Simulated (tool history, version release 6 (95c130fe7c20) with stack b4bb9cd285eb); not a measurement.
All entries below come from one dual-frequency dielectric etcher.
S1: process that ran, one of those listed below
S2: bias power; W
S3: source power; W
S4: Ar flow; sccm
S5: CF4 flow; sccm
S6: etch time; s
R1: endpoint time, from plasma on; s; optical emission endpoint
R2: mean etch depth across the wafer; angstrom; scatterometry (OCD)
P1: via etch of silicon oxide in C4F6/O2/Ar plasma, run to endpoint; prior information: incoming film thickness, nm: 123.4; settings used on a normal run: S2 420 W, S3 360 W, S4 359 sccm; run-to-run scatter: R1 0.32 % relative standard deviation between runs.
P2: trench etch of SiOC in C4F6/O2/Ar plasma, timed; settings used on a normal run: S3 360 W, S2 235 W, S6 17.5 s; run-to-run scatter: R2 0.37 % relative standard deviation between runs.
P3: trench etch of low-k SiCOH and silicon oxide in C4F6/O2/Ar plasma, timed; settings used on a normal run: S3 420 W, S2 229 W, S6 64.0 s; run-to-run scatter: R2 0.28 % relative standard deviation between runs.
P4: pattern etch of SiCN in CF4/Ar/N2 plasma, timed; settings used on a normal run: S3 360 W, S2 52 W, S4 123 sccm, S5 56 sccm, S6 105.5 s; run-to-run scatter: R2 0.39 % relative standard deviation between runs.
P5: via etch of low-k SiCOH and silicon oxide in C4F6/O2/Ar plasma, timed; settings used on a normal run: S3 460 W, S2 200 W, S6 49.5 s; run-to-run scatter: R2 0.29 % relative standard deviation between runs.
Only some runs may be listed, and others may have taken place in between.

run 1 hour=14.5 | S1=P1 S2=420 S3=360 S4=359 | R1=30.110
run 2 hour=30.5 | S1=P4 S2=52 S3=360 S4=123 S5=77 S6=105.5 | R2=653.36
run 3 hour=45.9 | S1=P1 S2=420 S3=360 S4=359 | R1=30.058
run 4 hour=54.3 | S1=P2 S2=235 S3=360 S6=17.5 | R2=378.08
run 5 hour=65.8 | S1=P5 S2=279 S3=460 S6=49.5 | R2=1539.40
run 6 hour=80.8 | S1=P5 S2=200 S3=460 S6=74.0 | R2=2036.10
run 7 hour=96.6 | S1=P2 S2=314 S3=360 S6=17.5 | R2=412.55
run 8 hour=104.1 | S1=P2 S2=235 S3=290 S6=17.5 | R2=344.51
run 9 hour=113.0 | S1=P3 S2=229 S3=420 S6=35.0 | R2=1239.70
run 10 hour=127.6 | S1=P1 S2=420 S3=360 S4=359 | R1=30.193
run 11 hour=136.3 | S1=P1 S2=420 S3=360 S4=458 | R1=30.791
run 12 hour=151.7 | S1=P4 S2=52 S3=250 S4=123 S5=56 S6=105.5 | R2=445.47
run 13 hour=165.5 | S1=P5 S2=200 S3=460 S6=49.5 | R2=1373.10
run 14 hour=177.4 | S1=P1 S2=524 S3=360 S4=359 | R1=27.797
run 15 hour=189.4 | S1=P4 S2=52 S3=360 S4=123 S5=56 S6=135.0 | R2=789.71
run 16 hour=199.6 | S1=P3 S2=229 S3=530 S6=64.0 | R2=2478.10
run 17 hour=212.6 | S1=P4 S2=63 S3=360 S4=123 S5=56 S6=105.5 | R2=662.26
run 18 hour=229.9 | S1=P1 S2=420 S3=360 S4=236 | R1=28.560
run 19 hour=238.8 | S1=P4 S2=52 S3=360 S4=123 S5=56 S6=105.5 | R2=615.05
run 20 hour=247.5 | S1=P3 S2=229 S3=420 S6=64.0 | R2=2275.70
run 21 hour=262.4 | S1=P3 S2=295 S3=420 S6=64.0 | R2=2472.30
run 22 hour=276.4 | S1=P4 S2=52 S3=360 S4=86 S5=56 S6=105.5 | R2=652.85
run 23 hour=290.4 | S1=P1 S2=263 S3=360 S4=359 | R1=35.616
run 24 hour=306.0 | S1=P2 S2=235 S3=360 S6=23.0 | R2=490.47
run 25 hour=317.8 | S1=P1 S2=420 S3=220 S4=359 | R1=36.304
run 26 hour=334.8 | S1=P5 S2=200 S3=280 S6=49.5 | R2=1124.70
run 27 hour=349.6 | S1=P1 S2=330 S3=480 S4=359 | R1=29.374
-- hour=354.5 wet clean of the chamber
run 28 hour=365.1 | S1=P1 S2=420 S3=360 S4=359 | R1=30.260
run 29 hour=376.8 | S1=P4 S2=52 S3=360 S4=123 S5=56 S6=105.5 | R2=615.94
run 30 hour=391.3 | S1=P1 S2=299 S3=290 S4=359 | R1=36.813
run 31 hour=404.1 | S1=P1 S2=420 S3=510 S4=359 | R1=26.377
run 32 hour=417.7 | S1=P1 S2=420 S3=360 S4=359 | R1=30.033
run 33 hour=430.4 | S1=P1 S2=420 S3=360 S4=359 | R1=30.178
run 34 hour=438.6 | S1=P1 S2=420 S3=360 S4=359 | R1=30.372
-- hour=449.0 wet clean of the chamber
run 35 hour=455.3 | S1=P1 S2=420 S3=360 S4=359 | R1=30.526
-- hour=463.6 Ar flow controller replaced
run 36 hour=463.8 | S1=P1 S2=420 S3=360 S4=359 | R1=30.461
run 37 hour=477.4 | S1=P1 S2=420 S3=360 S4=359 | R1=30.564
run 38 hour=488.7 | S1=P1 S2=420 S3=360 S4=359 | R1=30.590
run 39 hour=497.0 | S1=P1 S2=420 S3=360 S4=359 | R1=30.551

P1 no longer gives what it gave before; its output has crept away from where it was. The following 2 causes, each at its listed size, fit the log equally well:
A: source power that arrives under what is set, % = 4.21
B: bias power that arrives under what is set, % = 4.28
The drift started at roughly hour 417.7.
Ruled out, with reasons:
chamber walls in a state that lowers the etch rate, %: serviced after onset, at hour 449.0, with no recovery of the prior output
Ar flow that arrives over what is set, %: serviced after onset, at hour 463.6, with no recovery of the prior output

4 check runs are offered, each on 2 wafers whose results are averaged, their results left as question marks. Which one tells the causes apart?
run check 1 hour=505.3 | S1=P3 S2=267 S3=420 S6=51.0 | R2=?
run check 2 hour=505.3 | S1=P5 S2=277 S3=460 S6=62.5 | R2=?
run check 3 hour=505.3 | S1=P2 S2=235 S3=300 S6=17.5 | R2=?
run check 4 hour=505.3 | S1=P4 S2=52 S3=260 S4=123 S5=74 S6=105.5 | R2=?

How each check would come out, cause by cause:
check=check_1 result=R2 if_A=1871.20 if_B=1874.10
check=check_2 result=R2 if_A=1893.40 if_B=1896.30
check=check_3 result=R2 if_A=343.40 if_B=343.93
check=check_4 result=R2 if_A=467.23 if_B=477.98
Per check, the gap between the least separated pair of causes, taken in the result that splits them most: check 1 0.15 %; check 2 0.15 %; check 3 0.15 %; check 4 2.27 %
The other checks would show nearly matching results whichever cause is true, so check 4 is the only one that separates the causes.

Check 4 was carried out, with these results: R2 477.79 angstrom. Which of the listed causes is responsible?

Of the candidate causes, it is B: bias power that arrives under what is set, %.

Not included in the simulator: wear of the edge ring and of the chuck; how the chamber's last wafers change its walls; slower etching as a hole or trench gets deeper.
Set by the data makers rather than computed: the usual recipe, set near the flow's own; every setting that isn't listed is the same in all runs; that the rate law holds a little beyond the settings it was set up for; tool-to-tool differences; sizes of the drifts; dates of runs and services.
